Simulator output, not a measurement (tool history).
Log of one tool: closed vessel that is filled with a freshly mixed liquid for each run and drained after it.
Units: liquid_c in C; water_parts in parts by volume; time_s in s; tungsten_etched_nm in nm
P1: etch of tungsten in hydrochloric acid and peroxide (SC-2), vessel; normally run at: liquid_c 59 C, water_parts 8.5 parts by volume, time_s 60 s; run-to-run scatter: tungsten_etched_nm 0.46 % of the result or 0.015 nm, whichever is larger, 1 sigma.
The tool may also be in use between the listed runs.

run	hour	liquid_c	water_parts	time_s	hours since the thermometer was replaced	hours since the chemicals flow meter was replaced	hours since the drum of peroxide was connected	tungsten_etched_nm
1	13.2	59	8.5	60	342.8	114.6	124.7	47.013
2	23.4	44.5	8.5	60	353	124.8	134.9	17.952
3	34	59	8.5	60	363.6	135.4	145.5	46.859
4	43.3	59	8.5	60	372.9	144.7	154.8	46.8
5	55.3	72	8.5	60	384.9	156.7	166.8	102.76
6	64.6	59	8.5	60	394.2	166	176.1	46.927
7	76.3	59	8.5	95	405.9	177.7	187.8	74.443
8	90.6	59	14.5	60	420.2	192	202.1	29.895
9	98.2	66.5	8.5	30	427.8	199.6	209.7	37.363
10	111.7	59	8.5	30	441.3	213.1	223.2	23.517
11	122	59	4	30	451.6	223.4	233.5	40.726
12	136.9	59	4	60	466.5	238.3	248.4	81.815
13	149.8	59	8.5	60	479.4	251.2	261.3	46.848
14	165.8	59	8.5	60	495.4	267.2	277.3	48.994
15	181	59	8.5	60	510.6	282.4	292.5	50.313
16	195.4	59	8.5	60	525	296.8	306.9	51.048
17	210.4	59	8.5	60	540	311.8	321.9	51.028
18	225.7	59	8.5	60	555.3	327.1	337.2	51.119
19	234.2	59	8.5	60	563.8	335.6	345.7	50.987

The next listed run, before its measurement:
20	244.5	59	8.5	60	574.1	345.9	356	?

{"run 20": {"tungsten_etched_nm": 51.302}}
